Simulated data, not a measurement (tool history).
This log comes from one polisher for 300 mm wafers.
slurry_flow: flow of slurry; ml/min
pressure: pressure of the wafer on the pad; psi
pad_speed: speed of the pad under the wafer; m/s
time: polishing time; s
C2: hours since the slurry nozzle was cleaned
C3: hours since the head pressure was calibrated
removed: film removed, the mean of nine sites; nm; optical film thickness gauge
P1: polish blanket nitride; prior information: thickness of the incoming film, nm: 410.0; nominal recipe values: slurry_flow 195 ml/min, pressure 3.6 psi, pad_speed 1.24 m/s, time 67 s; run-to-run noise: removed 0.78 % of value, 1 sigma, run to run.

{"run": 1, "hour": 8.8, "slurry_flow": 195, "pressure": 3.6, "pad_speed": 1.24, "time": 67, "wafers polished on this pad": 616, "C2": 247.3, "C3": 181.6, "removed": 123.36}
{"run": 2, "hour": 15.7, "slurry_flow": 195, "pressure": 3.6, "pad_speed": 1.24, "time": 96, "wafers polished on this pad": 696, "C2": 254.2, "C3": 188.5, "removed": 176.57}
{"run": 3, "hour": 21.2, "slurry_flow": 195, "pressure": 1.6, "pad_speed": 1.24, "time": 67, "wafers polished on this pad": 760, "C2": 259.7, "C3": 194, "removed": 53.966}
{"run": 4, "hour": 28.3, "slurry_flow": 195, "pressure": 3.6, "pad_speed": 1.82, "time": 91, "wafers polished on this pad": 843, "C2": 266.8, "C3": 201.1, "removed": 225.9}
{"run": 5, "hour": 37.3, "slurry_flow": 195, "pressure": 5.7, "pad_speed": 1.24, "time": 67, "wafers polished on this pad": 947, "C2": 275.8, "C3": 210.1, "removed": 193.48}
{"run": 6, "hour": 48.3, "slurry_flow": 115, "pressure": 3.6, "pad_speed": 1.24, "time": 67, "wafers polished on this pad": 1075, "C2": 286.8, "C3": 221.1, "removed": 112.57}
{"run": 7, "hour": 59.6, "slurry_flow": 195, "pressure": 3.6, "pad_speed": 1.24, "time": 67, "wafers polished on this pad": 1207, "C2": 298.1, "C3": 232.4, "removed": 123.52}
{"run": 8, "hour": 68.3, "slurry_flow": 195, "pressure": 3.6, "pad_speed": 1.9, "time": 67, "wafers polished on this pad": 1308, "C2": 306.8, "C3": 241.1, "removed": 172.56}
{"run": 9, "hour": 74.2, "slurry_flow": 195, "pressure": 3.6, "pad_speed": 1.24, "time": 67, "wafers polished on this pad": 1376, "C2": 312.7, "C3": 247, "removed": 123.27}
{"run": 10, "hour": 80.6, "slurry_flow": 265, "pressure": 1.8, "pad_speed": 1.24, "time": 67, "wafers polished on this pad": 1451, "C2": 319.1, "C3": 253.4, "removed": 63.211}
{"hour": 83.2, "done": "slurry nozzle cleaned"}
{"run": 11, "hour": 88.0, "slurry_flow": 195, "pressure": 3.6, "pad_speed": 1.24, "time": 67, "wafers polished on this pad": 1537, "C2": 4.9, "C3": 260.8, "removed": 120}
{"run": 12, "hour": 97.9, "slurry_flow": 280, "pressure": 3.6, "pad_speed": 1.24, "time": 67, "wafers polished on this pad": 1652, "C2": 14.8, "C3": 270.7, "removed": 129.05}
{"run": 13, "hour": 105.0, "slurry_flow": 195, "pressure": 3.6, "pad_speed": 0.68, "time": 67, "wafers polished on this pad": 1734, "C2": 21.9, "C3": 277.8, "removed": 74.261}
{"run": 14, "hour": 116.0, "slurry_flow": 295, "pressure": 3.6, "pad_speed": 1.24, "time": 35, "wafers polished on this pad": 1862, "C2": 32.9, "C3": 288.8, "removed": 66.976}
{"run": 15, "hour": 122.1, "slurry_flow": 195, "pressure": 3.6, "pad_speed": 1.24, "time": 36, "wafers polished on this pad": 1933, "C2": 39, "C3": 294.9, "removed": 66.5}
{"run": 16, "hour": 133.0, "slurry_flow": 195, "pressure": 3.6, "pad_speed": 1.24, "time": 67, "wafers polished on this pad": 2059, "C2": 49.9, "C3": 305.8, "removed": 123.1}

Expected results for the next run?
{"run": 17, "hour": 141.3, "slurry_flow": 195, "pressure": 3.6, "pad_speed": 1.24, "time": 67, "wafers polished on this pad": 2156, "C2": 58.2, "C3": 314.1, "removed": "?"}

{"run 17": {"removed": 120.09}}
